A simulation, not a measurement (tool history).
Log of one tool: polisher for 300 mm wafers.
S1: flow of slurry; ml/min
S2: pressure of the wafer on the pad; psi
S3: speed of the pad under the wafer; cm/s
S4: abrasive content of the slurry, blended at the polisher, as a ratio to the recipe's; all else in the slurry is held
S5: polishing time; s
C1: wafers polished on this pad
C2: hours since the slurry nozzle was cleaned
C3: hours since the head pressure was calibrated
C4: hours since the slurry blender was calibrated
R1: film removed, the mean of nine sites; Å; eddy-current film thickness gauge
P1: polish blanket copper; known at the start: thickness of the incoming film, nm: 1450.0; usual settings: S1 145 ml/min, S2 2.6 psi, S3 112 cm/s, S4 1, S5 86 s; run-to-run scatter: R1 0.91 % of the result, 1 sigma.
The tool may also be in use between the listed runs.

Run 1, day 0.162: S1 145 ml/min, S2 2.6 psi, S3 112 cm/s, S4 1, S5 86 s; C1 180; C2 129.8; C3 180.3; C4 277.6. Result: R1 2373 Å.
Run 2, day 0.354: S1 145 ml/min, S2 3.8 psi, S3 112 cm/s, S4 1, S5 86 s; C1 219; C2 134.4; C3 184.9; C4 282.2. Result: R1 3407.9 Å.
Run 3, day 0.488: S1 145 ml/min, S2 2.6 psi, S3 112 cm/s, S4 1, S5 116 s; C1 247; C2 137.6; C3 188.1; C4 285.4. Result: R1 3122.2 Å.
Run 4, day 0.658: S1 145 ml/min, S2 2.6 psi, S3 112 cm/s, S4 1.5, S5 86 s; C1 282; C2 141.7; C3 192.2; C4 289.5. Result: R1 2601.5 Å.
Run 5, day 0.95: S1 145 ml/min, S2 2.6 psi, S3 112 cm/s, S4 1, S5 86 s; C1 343; C2 148.7; C3 199.2; C4 296.5. Result: R1 2359.2 Å.
Run 6, day 1.092: S1 145 ml/min, S2 2.6 psi, S3 112 cm/s, S4 1, S5 48 s; C1 372; C2 152.1; C3 202.6; C4 299.9. Result: R1 1317.1 Å.
Run 7, day 1.392: S1 145 ml/min, S2 2.6 psi, S3 112 cm/s, S4 1.3, S5 112 s; C1 434; C2 159.3; C3 209.8; C4 307.1. Result: R1 3227.8 Å.
Run 8, day 1.575: S1 145 ml/min, S2 2.6 psi, S3 112 cm/s, S4 1, S5 86 s; C1 472; C2 163.7; C3 214.2; C4 311.5. Result: R1 2397.4 Å.
Run 9, day 1.804: S1 185 ml/min, S2 2.6 psi, S3 112 cm/s, S4 1, S5 86 s; C1 519; C2 169.2; C3 219.7; C4 317. Result: R1 2422.5 Å.
Run 10, day 2.092: S1 145 ml/min, S2 1.4 psi, S3 112 cm/s, S4 1, S5 86 s; C1 579; C2 176.1; C3 226.6; C4 323.9. Result: R1 1271.8 Å.
Run 11, day 2.308: S1 145 ml/min, S2 2.6 psi, S3 76 cm/s, S4 1, S5 86 s; C1 624; C2 181.3; C3 231.8; C4 329.1. Result: R1 1593.2 Å.
Run 12, day 2.512: S1 145 ml/min, S2 2.6 psi, S3 112 cm/s, S4 0.7, S5 86 s; C1 666; C2 186.2; C3 236.7; C4 334. Result: R1 2157.7 Å.
Run 13, day 2.8: S1 145 ml/min, S2 2.6 psi, S3 112 cm/s, S4 1, S5 86 s; C1 725; C2 193.1; C3 243.6; C4 340.9. Result: R1 2356.3 Å.
Run 14, day 3.025: S1 90 ml/min, S2 2.6 psi, S3 112 cm/s, S4 1, S5 86 s; C1 772; C2 198.5; C3 249; C4 346.3. Result: R1 2106.3 Å.
At day 3.108: slurry blender recalibrated.
Run 15, day 3.325: S1 145 ml/min, S2 2.6 psi, S3 178 cm/s, S4 1, S5 86 s; C1 834; C2 205.7; C3 256.2; C4 5.2. Result: R1 3703 Å.
Run 16, day 3.621: S1 145 ml/min, S2 2.6 psi, S3 112 cm/s, S4 1, S5 86 s; C1 895; C2 212.8; C3 263.3; C4 12.3. Result: R1 2335.5 Å.
Run 17, day 3.825: S1 145 ml/min, S2 2.6 psi, S3 112 cm/s, S4 1, S5 86 s; C1 938; C2 217.7; C3 268.2; C4 17.2. Result: R1 2301.7 Å.

Forecast run 18:
Run 18, day 4: S1 145 ml/min, S2 2.6 psi, S3 112 cm/s, S4 1, S5 86 s; C1 974; C2 221.9; C3 272.4; C4 21.4. Result: R1 ?.

R1: 2274.9 Å
